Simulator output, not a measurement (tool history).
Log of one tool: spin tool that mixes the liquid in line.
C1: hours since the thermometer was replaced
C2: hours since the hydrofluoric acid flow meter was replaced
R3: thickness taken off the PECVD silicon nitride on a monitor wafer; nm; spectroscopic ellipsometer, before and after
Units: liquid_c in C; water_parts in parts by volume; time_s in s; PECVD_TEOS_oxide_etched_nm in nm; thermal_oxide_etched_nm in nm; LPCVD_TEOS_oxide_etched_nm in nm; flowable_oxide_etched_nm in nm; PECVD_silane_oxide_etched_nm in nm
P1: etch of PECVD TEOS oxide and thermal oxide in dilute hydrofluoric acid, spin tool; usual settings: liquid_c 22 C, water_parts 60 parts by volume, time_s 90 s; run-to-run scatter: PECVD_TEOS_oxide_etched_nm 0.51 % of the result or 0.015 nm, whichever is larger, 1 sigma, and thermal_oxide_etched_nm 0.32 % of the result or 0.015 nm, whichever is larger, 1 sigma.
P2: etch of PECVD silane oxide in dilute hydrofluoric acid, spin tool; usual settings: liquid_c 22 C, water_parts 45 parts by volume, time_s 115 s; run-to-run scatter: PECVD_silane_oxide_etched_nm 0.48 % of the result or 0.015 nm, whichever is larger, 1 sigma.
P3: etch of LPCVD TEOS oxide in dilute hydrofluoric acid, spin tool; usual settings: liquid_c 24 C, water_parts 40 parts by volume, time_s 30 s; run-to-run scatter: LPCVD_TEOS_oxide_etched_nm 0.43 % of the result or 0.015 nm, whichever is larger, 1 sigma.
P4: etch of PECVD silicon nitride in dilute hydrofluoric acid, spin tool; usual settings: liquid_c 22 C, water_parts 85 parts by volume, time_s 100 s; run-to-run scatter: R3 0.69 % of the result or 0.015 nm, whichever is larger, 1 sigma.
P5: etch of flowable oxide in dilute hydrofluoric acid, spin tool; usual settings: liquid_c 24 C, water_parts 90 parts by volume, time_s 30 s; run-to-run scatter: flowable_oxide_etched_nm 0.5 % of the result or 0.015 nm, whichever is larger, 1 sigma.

{"run": 1, "day": 0.458, "process": "P1", "liquid_c": 22, "water_parts": 60, "time_s": 90, "C1": 2318.9, "C2": 107.5, "PECVD_TEOS_oxide_etched_nm": 24.948, "thermal_oxide_etched_nm": 7.0277}
{"run": 2, "day": 0.879, "process": "P1", "liquid_c": 22, "water_parts": 60, "time_s": 90, "C1": 2329, "C2": 117.6, "PECVD_TEOS_oxide_etched_nm": 25.202, "thermal_oxide_etched_nm": 7.0573}
{"run": 3, "day": 1.4, "process": "P4", "liquid_c": 22, "water_parts": 25, "time_s": 100, "C1": 2341.5, "C2": 130.1, "R3": 13.445}
{"run": 4, "day": 1.888, "process": "P3", "liquid_c": 24, "water_parts": 40, "time_s": 30, "C1": 2353.2, "C2": 141.8, "LPCVD_TEOS_oxide_etched_nm": 15.075}
{"run": 5, "day": 2.504, "process": "P1", "liquid_c": 27, "water_parts": 110, "time_s": 90, "C1": 2368, "C2": 156.6, "PECVD_TEOS_oxide_etched_nm": 15.706, "thermal_oxide_etched_nm": 4.4242}
{"run": 6, "day": 3.054, "process": "P1", "liquid_c": 25.5, "water_parts": 60, "time_s": 90, "C1": 2381.2, "C2": 169.8, "PECVD_TEOS_oxide_etched_nm": 29.15, "thermal_oxide_etched_nm": 8.1428}
{"run": 7, "day": 3.425, "process": "P3", "liquid_c": 24, "water_parts": 60, "time_s": 30, "C1": 2390.1, "C2": 178.7, "LPCVD_TEOS_oxide_etched_nm": 9.8573}
{"run": 8, "day": 3.792, "process": "P3", "liquid_c": 32, "water_parts": 40, "time_s": 30, "C1": 2398.9, "C2": 187.5, "LPCVD_TEOS_oxide_etched_nm": 21.035}
{"run": 9, "day": 4.308, "process": "P5", "liquid_c": 24, "water_parts": 90, "time_s": 30, "C1": 2411.3, "C2": 199.9, "flowable_oxide_etched_nm": 19.314}
{"run": 10, "day": 4.917, "process": "P1", "liquid_c": 22, "water_parts": 60, "time_s": 90, "C1": 2425.9, "C2": 214.5, "PECVD_TEOS_oxide_etched_nm": 25.291, "thermal_oxide_etched_nm": 7.0307}
{"run": 11, "day": 5.346, "process": "P2", "liquid_c": 22, "water_parts": 45, "time_s": 15, "C1": 2436.2, "C2": 224.8, "PECVD_silane_oxide_etched_nm": 6.9083}
{"run": 12, "day": 5.871, "process": "P5", "liquid_c": 30.5, "water_parts": 90, "time_s": 30, "C1": 2448.8, "C2": 237.4, "flowable_oxide_etched_nm": 24.933}
{"run": 13, "day": 6.2, "process": "P2", "liquid_c": 17, "water_parts": 45, "time_s": 115, "C1": 2456.7, "C2": 245.3, "PECVD_silane_oxide_etched_nm": 42.693}
{"run": 14, "day": 6.779, "process": "P1", "liquid_c": 22, "water_parts": 35, "time_s": 90, "C1": 2470.6, "C2": 259.2, "PECVD_TEOS_oxide_etched_nm": 44.62, "thermal_oxide_etched_nm": 12.492}
{"run": 15, "day": 7.388, "process": "P1", "liquid_c": 17, "water_parts": 60, "time_s": 90, "C1": 2485.2, "C2": 273.8, "PECVD_TEOS_oxide_etched_nm": 20.39, "thermal_oxide_etched_nm": 5.6904}
{"run": 16, "day": 7.817, "process": "P1", "liquid_c": 22, "water_parts": 60, "time_s": 170, "C1": 2495.5, "C2": 284.1, "PECVD_TEOS_oxide_etched_nm": 47.59, "thermal_oxide_etched_nm": 13.364}
{"run": 17, "day": 8.083, "process": "P3", "liquid_c": 24, "water_parts": 40, "time_s": 50, "C1": 2501.9, "C2": 290.5, "LPCVD_TEOS_oxide_etched_nm": 25.348}
{"run": 18, "day": 8.55, "process": "P4", "liquid_c": 22, "water_parts": 85, "time_s": 100, "C1": 2513.1, "C2": 301.7, "R3": 4.1117}
{"run": 19, "day": 8.967, "process": "P4", "liquid_c": 22, "water_parts": 85, "time_s": 20, "C1": 2523.1, "C2": 311.7, "R3": 0.82441}
{"run": 20, "day": 9.292, "process": "P4", "liquid_c": 22, "water_parts": 85, "time_s": 100, "C1": 2530.9, "C2": 319.5, "R3": 4.0434}
{"run": 21, "day": 9.571, "process": "P1", "liquid_c": 22, "water_parts": 60, "time_s": 15, "C1": 2537.6, "C2": 326.2, "PECVD_TEOS_oxide_etched_nm": 4.212, "thermal_oxide_etched_nm": 1.1762}
{"run": 22, "day": 9.975, "process": "P1", "liquid_c": 22, "water_parts": 60, "time_s": 90, "C1": 2547.3, "C2": 335.9, "PECVD_TEOS_oxide_etched_nm": 25.153, "thermal_oxide_etched_nm": 7.038}
{"run": 23, "day": 10.467, "process": "P1", "liquid_c": 22, "water_parts": 90, "time_s": 90, "C1": 2559.1, "C2": 347.7, "PECVD_TEOS_oxide_etched_nm": 16.313, "thermal_oxide_etched_nm": 4.525}
{"run": 24, "day": 10.925, "process": "P1", "liquid_c": 22, "water_parts": 40, "time_s": 35, "C1": 2570.1, "C2": 358.7, "PECVD_TEOS_oxide_etched_nm": 15.086, "thermal_oxide_etched_nm": 4.2128}
{"run": 25, "day": 11.517, "process": "P2", "liquid_c": 22, "water_parts": 45, "time_s": 115, "C1": 2584.3, "C2": 372.9, "PECVD_silane_oxide_etched_nm": 52.959}
{"run": 26, "day": 11.788, "process": "P2", "liquid_c": 22, "water_parts": 70, "time_s": 115, "C1": 2590.8, "C2": 379.4, "PECVD_silane_oxide_etched_nm": 33.188}
{"run": 27, "day": 12.062, "process": "P1", "liquid_c": 18, "water_parts": 60, "time_s": 40, "C1": 2597.4, "C2": 386, "PECVD_TEOS_oxide_etched_nm": 9.416, "thermal_oxide_etched_nm": 2.6256}
{"run": 28, "day": 12.421, "process": "P5", "liquid_c": 24, "water_parts": 25, "time_s": 30, "C1": 2606, "C2": 394.6, "flowable_oxide_etched_nm": 76.597}
{"run": 29, "day": 12.846, "process": "P1", "liquid_c": 22, "water_parts": 60, "time_s": 90, "C1": 2616.2, "C2": 404.8, "PECVD_TEOS_oxide_etched_nm": 25.094, "thermal_oxide_etched_nm": 7.0597}

Run 30 comes next. What will it give?
{"run": 30, "day": 13.354, "process": "P3", "liquid_c": 24, "water_parts": 40, "time_s": 30, "C1": 2628.4, "C2": 417, "LPCVD_TEOS_oxide_etched_nm": "?"}

LPCVD_TEOS_oxide_etched_nm: 15.176 nm
